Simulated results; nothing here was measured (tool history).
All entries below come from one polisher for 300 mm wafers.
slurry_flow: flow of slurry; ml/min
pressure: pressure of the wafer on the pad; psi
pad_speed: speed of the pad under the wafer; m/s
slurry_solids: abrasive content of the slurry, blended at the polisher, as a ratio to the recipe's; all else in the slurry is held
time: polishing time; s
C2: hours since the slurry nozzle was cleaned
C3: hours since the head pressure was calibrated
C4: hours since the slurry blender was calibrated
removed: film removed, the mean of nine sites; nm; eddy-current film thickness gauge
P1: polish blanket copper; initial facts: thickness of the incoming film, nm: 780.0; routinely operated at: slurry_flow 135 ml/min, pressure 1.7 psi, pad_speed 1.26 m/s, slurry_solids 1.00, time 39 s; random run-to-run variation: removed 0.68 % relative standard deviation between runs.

{"run": 1, "day": 0.417, "slurry_flow": 135, "pressure": 1.7, "pad_speed": 1.26, "slurry_solids": 1.0, "time": 39, "wafers polished on this pad": 354, "C2": 534.3, "C3": 497.4, "C4": 159.8, "removed": 73.199}
{"run": 2, "day": 0.821, "slurry_flow": 135, "pressure": 1.7, "pad_speed": 1.26, "slurry_solids": 1.0, "time": 19, "wafers polished on this pad": 517, "C2": 544.0, "C3": 507.1, "C4": 169.5, "removed": 35.532}
{"run": 3, "day": 1.212, "slurry_flow": 135, "pressure": 0.9, "pad_speed": 1.26, "slurry_solids": 1.0, "time": 39, "wafers polished on this pad": 676, "C2": 553.4, "C3": 516.5, "C4": 178.9, "removed": 38.606}
{"run": 4, "day": 1.529, "slurry_flow": 135, "pressure": 1.7, "pad_speed": 1.26, "slurry_solids": 1.0, "time": 39, "wafers polished on this pad": 804, "C2": 561.0, "C3": 524.1, "C4": 186.5, "removed": 72.247}
{"run": 5, "day": 1.754, "slurry_flow": 135, "pressure": 1.7, "pad_speed": 1.26, "slurry_solids": 1.0, "time": 39, "wafers polished on this pad": 894, "C2": 566.4, "C3": 529.5, "C4": 191.9, "removed": 72.531}
{"run": 6, "day": 1.946, "slurry_flow": 135, "pressure": 1.7, "pad_speed": 1.96, "slurry_solids": 1.0, "time": 39, "wafers polished on this pad": 972, "C2": 571.0, "C3": 534.1, "C4": 196.5, "removed": 113.89}
{"run": 7, "day": 2.2, "slurry_flow": 195, "pressure": 1.7, "pad_speed": 1.26, "slurry_solids": 1.0, "time": 39, "wafers polished on this pad": 1075, "C2": 577.1, "C3": 540.2, "C4": 202.6, "removed": 78.517}
{"day": 2.483, "done": "slurry blender recalibrated"}
{"run": 8, "day": 2.575, "slurry_flow": 100, "pressure": 1.7, "pad_speed": 1.26, "slurry_solids": 1.0, "time": 39, "wafers polished on this pad": 1226, "C2": 586.1, "C3": 549.2, "C4": 2.3, "removed": 68.532}
{"run": 9, "day": 2.962, "slurry_flow": 95, "pressure": 1.7, "pad_speed": 1.26, "slurry_solids": 1.0, "time": 19, "wafers polished on this pad": 1382, "C2": 595.4, "C3": 558.5, "C4": 11.6, "removed": 32.706}
{"run": 10, "day": 3.2, "slurry_flow": 135, "pressure": 1.7, "pad_speed": 1.26, "slurry_solids": 1.0, "time": 39, "wafers polished on this pad": 1478, "C2": 601.1, "C3": 564.2, "C4": 17.3, "removed": 73.34}
{"run": 11, "day": 3.608, "slurry_flow": 135, "pressure": 1.7, "pad_speed": 1.26, "slurry_solids": 1.0, "time": 39, "wafers polished on this pad": 1643, "C2": 610.9, "C3": 574.0, "C4": 27.1, "removed": 73.64}
{"run": 12, "day": 3.925, "slurry_flow": 135, "pressure": 1.7, "pad_speed": 0.92, "slurry_solids": 1.0, "time": 39, "wafers polished on this pad": 1771, "C2": 618.5, "C3": 581.6, "C4": 34.7, "removed": 53.304}
{"run": 13, "day": 4.262, "slurry_flow": 135, "pressure": 2.6, "pad_speed": 1.26, "slurry_solids": 1.0, "time": 39, "wafers polished on this pad": 1907, "C2": 626.6, "C3": 589.7, "C4": 42.8, "removed": 111.11}
{"run": 14, "day": 4.462, "slurry_flow": 135, "pressure": 1.7, "pad_speed": 1.26, "slurry_solids": 1.45, "time": 39, "wafers polished on this pad": 1988, "C2": 631.4, "C3": 594.5, "C4": 47.6, "removed": 79.488}
{"run": 15, "day": 4.875, "slurry_flow": 135, "pressure": 1.7, "pad_speed": 1.26, "slurry_solids": 1.0, "time": 62, "wafers polished on this pad": 2155, "C2": 641.3, "C3": 604.4, "C4": 57.5, "removed": 114.93}
{"run": 16, "day": 5.146, "slurry_flow": 135, "pressure": 1.7, "pad_speed": 1.26, "slurry_solids": 0.5, "time": 39, "wafers polished on this pad": 2264, "C2": 647.8, "C3": 610.9, "C4": 64.0, "removed": 62.969}
{"run": 17, "day": 5.442, "slurry_flow": 135, "pressure": 1.7, "pad_speed": 1.26, "slurry_solids": 1.0, "time": 39, "wafers polished on this pad": 2384, "C2": 654.9, "C3": 618.0, "C4": 71.1, "removed": 73.262}
{"run": 18, "day": 5.867, "slurry_flow": 135, "pressure": 1.7, "pad_speed": 1.26, "slurry_solids": 1.0, "time": 39, "wafers polished on this pad": 2555, "C2": 665.1, "C3": 628.2, "C4": 81.3, "removed": 69.129}
{"run": 19, "day": 6.204, "slurry_flow": 135, "pressure": 1.7, "pad_speed": 1.26, "slurry_solids": 1.0, "time": 39, "wafers polished on this pad": 2692, "C2": 673.2, "C3": 636.3, "C4": 89.4, "removed": 67.57}
{"day": 6.496, "done": "slurry blender recalibrated"}
{"run": 20, "day": 6.525, "slurry_flow": 135, "pressure": 1.7, "pad_speed": 1.26, "slurry_solids": 1.0, "time": 39, "wafers polished on this pad": 2821, "C2": 680.9, "C3": 644.0, "C4": 0.7, "removed": 67.187}
{"run": 21, "day": 6.821, "slurry_flow": 135, "pressure": 1.7, "pad_speed": 1.26, "slurry_solids": 1.0, "time": 39, "wafers polished on this pad": 2941, "C2": 688.0, "C3": 651.1, "C4": 7.8, "removed": 66.035}
{"day": 6.983, "done": "head pressure recalibrated"}
{"run": 22, "day": 7.129, "slurry_flow": 135, "pressure": 1.7, "pad_speed": 1.26, "slurry_solids": 1.0, "time": 39, "wafers polished on this pad": 3065, "C2": 695.4, "C3": 3.6, "C4": 15.2, "removed": 64.576}
{"run": 23, "day": 7.412, "slurry_flow": 135, "pressure": 1.7, "pad_speed": 1.26, "slurry_solids": 1.0, "time": 39, "wafers polished on this pad": 3180, "C2": 702.2, "C3": 10.4, "C4": 22.0, "removed": 65.242}
{"run": 24, "day": 7.775, "slurry_flow": 135, "pressure": 1.7, "pad_speed": 1.26, "slurry_solids": 1.0, "time": 39, "wafers polished on this pad": 3326, "C2": 710.9, "C3": 19.1, "C4": 30.7, "removed": 64.991}

P1 has crept away from where it was. The log is fitted equally well by each of these 2 causes, at the sizes shown:
A: slurry flow missing at the pad, % = 39.3
B: removal rate lost through wear of the pad, % = 11.3
The creep began at about day 5.442.
All other causes, with the reason each is excluded:
head's pressure below its setpoint, %: serviced after onset, at day 6.983, with no recovery of the prior output
abrasive missing from the slurry, %: serviced after onset, at day 6.496, with no recovery of the prior output

The 4 check runs listed below each average the results of 2 wafers, and their outcomes are marked with question marks. Under which run would the listed causes produce clearly different results?
{"run": "check 1", "day": 8.138, "slurry_flow": 135, "pressure": 2.2, "pad_speed": 1.26, "slurry_solids": 1.0, "time": 57, "removed": "?"}
{"run": "check 2", "day": 8.138, "slurry_flow": 135, "pressure": 1.7, "pad_speed": 1.26, "slurry_solids": 0.7, "time": 27, "removed": "?"}
{"run": "check 3", "day": 8.138, "slurry_flow": 135, "pressure": 1.7, "pad_speed": 1.26, "slurry_solids": 0.65, "time": 61, "removed": "?"}
{"run": "check 4", "day": 8.138, "slurry_flow": 195, "pressure": 2.1, "pad_speed": 1.26, "slurry_solids": 1.0, "time": 39, "removed": "?"}

Predicted outcomes, by check and by cause:
check=check_1 result=removed if_A=122.280 if_B=122.220
check=check_2 result=removed if_A=41.531 if_B=41.512
check=check_3 result=removed if_A=92.422 if_B=92.379
check=check_4 result=removed if_A=87.639 if_B=84.684
Gap, in per cent, between the two causes that each check separates least, read from the result that separates them most: check 1 0.05 %; check 2 0.05 %; check 3 0.05 %; check 4 3.43 %
Only in check 4 would the causes give clearly different results; in the remaining checks their results would be nearly the same.

Then check 4 was run and gave: removed 87.212 nm. Which cause is it?

It is A: slurry flow missing at the pad, %.

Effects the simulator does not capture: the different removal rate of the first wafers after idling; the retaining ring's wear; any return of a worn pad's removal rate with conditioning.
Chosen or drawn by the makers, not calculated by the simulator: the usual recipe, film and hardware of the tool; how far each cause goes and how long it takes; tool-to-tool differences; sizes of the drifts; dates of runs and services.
